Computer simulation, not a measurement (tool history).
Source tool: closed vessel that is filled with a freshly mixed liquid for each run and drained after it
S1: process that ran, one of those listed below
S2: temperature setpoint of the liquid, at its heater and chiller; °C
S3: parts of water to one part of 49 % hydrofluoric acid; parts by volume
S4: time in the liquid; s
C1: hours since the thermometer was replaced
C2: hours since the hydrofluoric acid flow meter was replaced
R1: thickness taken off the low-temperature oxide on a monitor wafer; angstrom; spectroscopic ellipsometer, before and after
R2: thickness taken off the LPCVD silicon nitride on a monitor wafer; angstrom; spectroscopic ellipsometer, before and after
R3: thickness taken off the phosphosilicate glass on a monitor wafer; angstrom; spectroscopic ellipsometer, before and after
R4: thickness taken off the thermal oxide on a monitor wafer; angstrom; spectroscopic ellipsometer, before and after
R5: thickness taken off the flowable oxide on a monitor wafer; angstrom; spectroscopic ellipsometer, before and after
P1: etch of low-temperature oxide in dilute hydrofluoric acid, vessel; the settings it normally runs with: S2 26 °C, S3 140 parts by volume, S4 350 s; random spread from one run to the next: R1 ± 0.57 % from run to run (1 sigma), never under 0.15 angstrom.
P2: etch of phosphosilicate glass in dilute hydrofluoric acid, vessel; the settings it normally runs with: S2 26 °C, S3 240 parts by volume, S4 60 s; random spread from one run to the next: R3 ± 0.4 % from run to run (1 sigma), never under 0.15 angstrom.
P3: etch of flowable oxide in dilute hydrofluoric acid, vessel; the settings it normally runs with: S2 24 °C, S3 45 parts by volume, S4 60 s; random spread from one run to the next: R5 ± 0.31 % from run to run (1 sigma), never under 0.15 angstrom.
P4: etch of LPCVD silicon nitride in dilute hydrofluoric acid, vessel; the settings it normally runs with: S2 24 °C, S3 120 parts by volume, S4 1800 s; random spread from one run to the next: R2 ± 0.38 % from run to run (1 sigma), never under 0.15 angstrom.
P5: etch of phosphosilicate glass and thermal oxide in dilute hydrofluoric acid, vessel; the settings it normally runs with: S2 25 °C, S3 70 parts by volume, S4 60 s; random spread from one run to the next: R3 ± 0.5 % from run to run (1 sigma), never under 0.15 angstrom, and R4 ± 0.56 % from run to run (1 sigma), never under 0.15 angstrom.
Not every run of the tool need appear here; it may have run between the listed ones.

run 1 hour=12 | S1=P1 S2=26 S3=140 S4=350 | C1=1566.8 C2=1106.5 | R1=426.14
run 2 hour=25.8 | S1=P4 S2=24 S3=120 S4=1800 | C1=1580.6 C2=1120.3 | R2=67.457
run 3 hour=33.8 | S1=P1 S2=26 S3=140 S4=60 | C1=1588.6 C2=1128.3 | R1=73.478
run 4 hour=44 | S1=P2 S2=26 S3=240 S4=60 | C1=1598.8 C2=1138.5 | R3=467.61
run 5 hour=51.4 | S1=P5 S2=25 S3=70 S4=35 | C1=1606.2 C2=1145.9 | R3=810.19 R4=26.728
run 6 hour=62.9 | S1=P1 S2=26 S3=235 S4=350 | C1=1617.7 C2=1157.4 | R1=230.82
run 7 hour=73.4 | S1=P3 S2=24 S3=45 S4=30 | C1=1628.2 C2=1167.9 | R5=442.12
run 8 hour=86.2 | S1=P1 S2=32 S3=140 S4=580 | C1=1641 C2=1180.7 | R1=892.8
run 9 hour=95.2 | S1=P3 S2=24 S3=70 S4=60 | C1=1650 C2=1189.7 | R5=547.48
run 10 hour=106.7 | S1=P1 S2=32.5 S3=140 S4=350 | C1=1661.5 C2=1201.2 | R1=543
run 11 hour=120.5 | S1=P1 S2=26 S3=140 S4=505 | C1=1675.3 C2=1215 | R1=621.8
run 12 hour=129.8 | S1=P2 S2=19.5 S3=240 S4=60 | C1=1684.6 C2=1224.3 | R3=367.13
run 13 hour=141.2 | S1=P4 S2=24 S3=120 S4=2615 | C1=1696 C2=1235.7 | R2=98.22
run 14 hour=150.2 | S1=P3 S2=24 S3=45 S4=60 | C1=1705 C2=1244.7 | R5=880.96
run 15 hour=159.3 | S1=P5 S2=25 S3=70 S4=60 | C1=1714.1 C2=1253.8 | R3=1378.4 R4=45.117
run 16 hour=173.3 | S1=P5 S2=30.5 S3=70 S4=60 | C1=1728.1 C2=1267.8 | R3=1700.5 R4=57.05
run 17 hour=185.2 | S1=P1 S2=26 S3=80 S4=600 | C1=1740 C2=1279.7 | R1=1385.9
run 18 hour=199.1 | S1=P4 S2=24 S3=120 S4=1800 | C1=1753.9 C2=1293.6 | R2=67.617
run 19 hour=205.4 | S1=P1 S2=26 S3=75 S4=350 | C1=1760.2 C2=1299.9 | R1=874.61
run 20 hour=216.1 | S1=P1 S2=26 S3=140 S4=350 | C1=1770.9 C2=1310.6 | R1=434.34
run 21 hour=226.2 | S1=P4 S2=24 S3=45 S4=1800 | C1=1781 C2=1320.7 | R2=177.16
run 22 hour=239.2 | S1=P2 S2=26 S3=240 S4=120 | C1=1794 C2=1333.7 | R3=933.46
run 23 hour=251.9 | S1=P1 S2=22.5 S3=140 S4=520 | C1=1806.7 C2=1346.4 | R1=558.39
run 24 hour=265.3 | S1=P1 S2=26 S3=140 S4=350 | C1=1820.1 C2=1359.8 | R1=434.09
run 25 hour=275.3 | S1=P5 S2=25 S3=70 S4=60 | C1=1830.1 C2=1369.8 | R3=1366.3 R4=45.187
run 26 hour=285.4 | S1=P3 S2=24 S3=45 S4=60 | C1=1840.2 C2=1379.9 | R5=881.52
run 27 hour=297 | S1=P4 S2=17 S3=120 S4=1800 | C1=1851.8 C2=1391.5 | R2=42.185
run 28 hour=305.7 | S1=P1 S2=26 S3=140 S4=350 | C1=1860.5 C2=1400.2 | R1=432.61
run 29 hour=319.8 | S1=P3 S2=32 S3=45 S4=60 | C1=1874.6 C2=1414.3 | R5=1214.3
run 30 hour=333.1 | S1=P2 S2=26 S3=155 S4=60 | C1=1887.9 C2=1427.6 | R3=800.87
run 31 hour=347.3 | S1=P1 S2=26 S3=140 S4=350 | C1=1902.1 C2=1441.8 | R1=428.65
run 32 hour=356.1 | S1=P5 S2=25 S3=100 S4=60 | C1=1910.9 C2=1450.6 | R3=925.01 R4=30.55
run 33 hour=364.6 | S1=P1 S2=26 S3=140 S4=350 | C1=1919.4 C2=1459.1 | R1=428.04
run 34 hour=376 | S1=P1 S2=22 S3=140 S4=350 | C1=1930.8 C2=1470.5 | R1=369.52
run 35 hour=387.6 | S1=P1 S2=26 S3=140 S4=350 | C1=1942.4 C2=1482.1 | R1=429.5
run 36 hour=401.9 | S1=P1 S2=26 S3=140 S4=350 | C1=1956.7 C2=1496.4 | R1=418.65
run 37 hour=408.1 | S1=P1 S2=26 S3=140 S4=350 | C1=1962.9 C2=1502.6 | R1=413.38
run 38 hour=422.1 | S1=P1 S2=26 S3=140 S4=350 | C1=1976.9 C2=1516.6 | R1=408.16
run 39 hour=434.5 | S1=P1 S2=26 S3=140 S4=350 | C1=1989.3 C2=1529 | R1=408.44
run 40 hour=446.9 | S1=P1 S2=26 S3=140 S4=350 | C1=2001.7 C2=1541.4 | R1=403.75
run 41 hour=457.1 | S1=P1 S2=26 S3=140 S4=350 | C1=2011.9 C2=1551.6 | R1=397.08
run 42 hour=468.2 | S1=P1 S2=26 S3=140 S4=350 | C1=2023 C2=1562.7 | R1=400.78
run 43 hour=477 | S1=P1 S2=26 S3=140 S4=350 | C1=2031.8 C2=1571.5 | R1=401.37
run 44 hour=487.6 | S1=P1 S2=26 S3=140 S4=350 | C1=2042.4 C2=1582.1 | R1=399.21
run 45 hour=497.6 | S1=P1 S2=26 S3=140 S4=350 | C1=2052.4 C2=1592.1 | R1=395.88
run 46 hour=509.1 | S1=P1 S2=26 S3=140 S4=350 | C1=2063.9 C2=1603.6 | R1=398.72

Compared with where it was, what P1 gives has crept away. Each cause listed below fits the log as well as the rest, at the size given for it:
A: liquid colder than its thermometer reads (K) = 2.02
B: hydrofluoric acid flow below the setpoint (%) = 6.33
At approximately hour 387.6, the process output began to creep.

Each of the 4 check runs below uses one wafer; its results are left as question marks. Which run tells the causes apart?
run check 1 hour=520.6 | S1=P2 S2=21.5 S3=240 S4=60 | R3=?
run check 2 hour=520.6 | S1=P3 S2=29.5 S3=65 S4=60 | R5=?
run check 3 hour=520.6 | S1=P5 S2=25 S3=70 S4=35 | R3=? R4=?
run check 4 hour=520.6 | S1=P4 S2=18.5 S3=70 S4=1800 | R2=?

What every check run would give for each of its results, assuming each possible cause in turn:
check=check_1 result=R3 if_A=367.93 if_B=365.99
check=check_2 result=R5 if_A=682.9 if_B=687.91
check=check_3 result=R3 if_A=740.26 if_B=747.89
check=check_3 result=R4 if_A=24.296 if_B=24.547
check=check_4 result=R2 if_A=68.725 if_B=74.324
Per-check spread between the two closest causes, in the result where they differ most: check 1 0.53 %; check 2 0.73 %; check 3 1.02 %; check 4 7.83 %
The causes can be told apart only by check 4. The other checks would give nearly the same results under each of them.

Then check 4 was run and gave: R2 69.294 angstrom. Which cause is it?

It is A: liquid colder than its thermometer reads (K).
